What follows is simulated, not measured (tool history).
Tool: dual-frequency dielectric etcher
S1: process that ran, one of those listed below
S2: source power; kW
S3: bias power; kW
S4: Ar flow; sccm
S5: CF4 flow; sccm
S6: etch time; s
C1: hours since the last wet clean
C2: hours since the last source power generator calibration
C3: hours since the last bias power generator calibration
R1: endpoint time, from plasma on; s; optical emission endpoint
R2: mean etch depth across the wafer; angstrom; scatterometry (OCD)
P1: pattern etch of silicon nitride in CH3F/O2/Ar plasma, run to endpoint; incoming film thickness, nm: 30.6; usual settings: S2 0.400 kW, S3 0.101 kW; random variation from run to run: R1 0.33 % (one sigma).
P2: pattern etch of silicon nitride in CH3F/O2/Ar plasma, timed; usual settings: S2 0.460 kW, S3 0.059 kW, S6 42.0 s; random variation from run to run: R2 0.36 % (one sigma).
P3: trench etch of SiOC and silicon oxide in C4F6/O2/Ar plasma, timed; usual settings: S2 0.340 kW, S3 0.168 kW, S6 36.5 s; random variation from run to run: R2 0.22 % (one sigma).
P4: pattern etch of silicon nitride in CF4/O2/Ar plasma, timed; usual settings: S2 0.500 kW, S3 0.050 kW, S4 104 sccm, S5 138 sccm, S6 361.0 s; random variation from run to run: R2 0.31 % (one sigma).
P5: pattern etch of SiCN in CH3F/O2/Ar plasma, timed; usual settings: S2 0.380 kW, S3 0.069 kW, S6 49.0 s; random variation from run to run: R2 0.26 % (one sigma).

{"run": 1, "hour": 8.3, "S1": "P1", "S2": 0.4, "S3": 0.101, "C1": 125.7, "C2": 1184.2, "C3": 1051.4, "R1": 39.407}
{"run": 2, "hour": 17.5, "S1": "P1", "S2": 0.4, "S3": 0.101, "C1": 134.9, "C2": 1193.4, "C3": 1060.6, "R1": 39.445}
{"run": 3, "hour": 24.4, "S1": "P4", "S2": 0.5, "S3": 0.05, "S4": 104, "S5": 190, "S6": 361.0, "C1": 141.8, "C2": 1200.3, "C3": 1067.5, "R2": 7380.8}
{"run": 4, "hour": 32.0, "S1": "P2", "S2": 0.46, "S3": 0.034, "S6": 42.0, "C1": 149.4, "C2": 1207.9, "C3": 1075.1, "R2": 240.57}
{"run": 5, "hour": 42.5, "S1": "P1", "S2": 0.54, "S3": 0.075, "C1": 159.9, "C2": 1218.4, "C3": 1085.6, "R1": 39.192}
{"run": 6, "hour": 54.8, "S1": "P5", "S2": 0.38, "S3": 0.069, "S6": 68.0, "C1": 172.2, "C2": 1230.7, "C3": 1097.9, "R2": 254.58}
{"run": 7, "hour": 62.2, "S1": "P1", "S2": 0.5, "S3": 0.124, "C1": 179.6, "C2": 1238.1, "C3": 1105.3, "R1": 33.688}
{"run": 8, "hour": 74.0, "S1": "P1", "S2": 0.4, "S3": 0.12, "C1": 191.4, "C2": 1249.9, "C3": 1117.1, "R1": 37.128}
{"run": 9, "hour": 82.8, "S1": "P1", "S2": 0.55, "S3": 0.101, "C1": 200.2, "C2": 1258.7, "C3": 1125.9, "R1": 34.966}
{"run": 10, "hour": 95.8, "S1": "P2", "S2": 0.46, "S3": 0.059, "S6": 61.0, "C1": 213.2, "C2": 1271.7, "C3": 1138.9, "R2": 413.68}
{"run": 11, "hour": 105.5, "S1": "P3", "S2": 0.34, "S3": 0.168, "S6": 47.0, "C1": 222.9, "C2": 1281.4, "C3": 1148.6, "R2": 838.6}
{"run": 12, "hour": 116.4, "S1": "P1", "S2": 0.4, "S3": 0.101, "C1": 233.8, "C2": 1292.3, "C3": 1159.5, "R1": 39.273}
{"run": 13, "hour": 126.6, "S1": "P4", "S2": 0.5, "S3": 0.05, "S4": 104, "S5": 138, "S6": 361.0, "C1": 244.0, "C2": 1302.5, "C3": 1169.7, "R2": 7124.8}
{"run": 14, "hour": 138.9, "S1": "P4", "S2": 0.5, "S3": 0.063, "S4": 104, "S5": 138, "S6": 361.0, "C1": 256.3, "C2": 1314.8, "C3": 1182.0, "R2": 7746.8}
{"run": 15, "hour": 146.8, "S1": "P3", "S2": 0.21, "S3": 0.168, "S6": 36.5, "C1": 264.2, "C2": 1322.7, "C3": 1189.9, "R2": 539.32}
{"run": 16, "hour": 155.8, "S1": "P2", "S2": 0.55, "S3": 0.059, "S6": 42.0, "C1": 273.2, "C2": 1331.7, "C3": 1198.9, "R2": 306.6}
{"run": 17, "hour": 162.0, "S1": "P5", "S2": 0.38, "S3": 0.069, "S6": 49.0, "C1": 279.4, "C2": 1337.9, "C3": 1205.1, "R2": 183.34}
{"run": 18, "hour": 170.6, "S1": "P1", "S2": 0.31, "S3": 0.101, "C1": 288.0, "C2": 1346.5, "C3": 1213.7, "R1": 43.337}
{"run": 19, "hour": 181.2, "S1": "P1", "S2": 0.4, "S3": 0.081, "C1": 298.6, "C2": 1357.1, "C3": 1224.3, "R1": 42.732}
{"run": 20, "hour": 189.8, "S1": "P4", "S2": 0.5, "S3": 0.05, "S4": 104, "S5": 138, "S6": 361.0, "C1": 307.2, "C2": 1365.7, "C3": 1232.9, "R2": 7131.2}
{"run": 21, "hour": 202.5, "S1": "P2", "S2": 0.46, "S3": 0.059, "S6": 42.0, "C1": 319.9, "C2": 1378.4, "C3": 1245.6, "R2": 282.75}
{"run": 22, "hour": 214.9, "S1": "P3", "S2": 0.34, "S3": 0.108, "S6": 36.5, "C1": 332.3, "C2": 1390.8, "C3": 1258.0, "R2": 567.97}
{"run": 23, "hour": 226.2, "S1": "P3", "S2": 0.34, "S3": 0.168, "S6": 36.5, "C1": 343.6, "C2": 1402.1, "C3": 1269.3, "R2": 649.84}
{"run": 24, "hour": 234.8, "S1": "P5", "S2": 0.38, "S3": 0.069, "S6": 49.0, "C1": 352.2, "C2": 1410.7, "C3": 1277.9, "R2": 182.36}

Forecast run 25:
{"run": 25, "hour": 246.4, "S1": "P5", "S2": 0.3, "S3": 0.069, "S6": 49.0, "C1": 363.8, "C2": 1422.3, "C3": 1289.5, "R2": "?"}

{"run 25": {"R2": 167.52}}
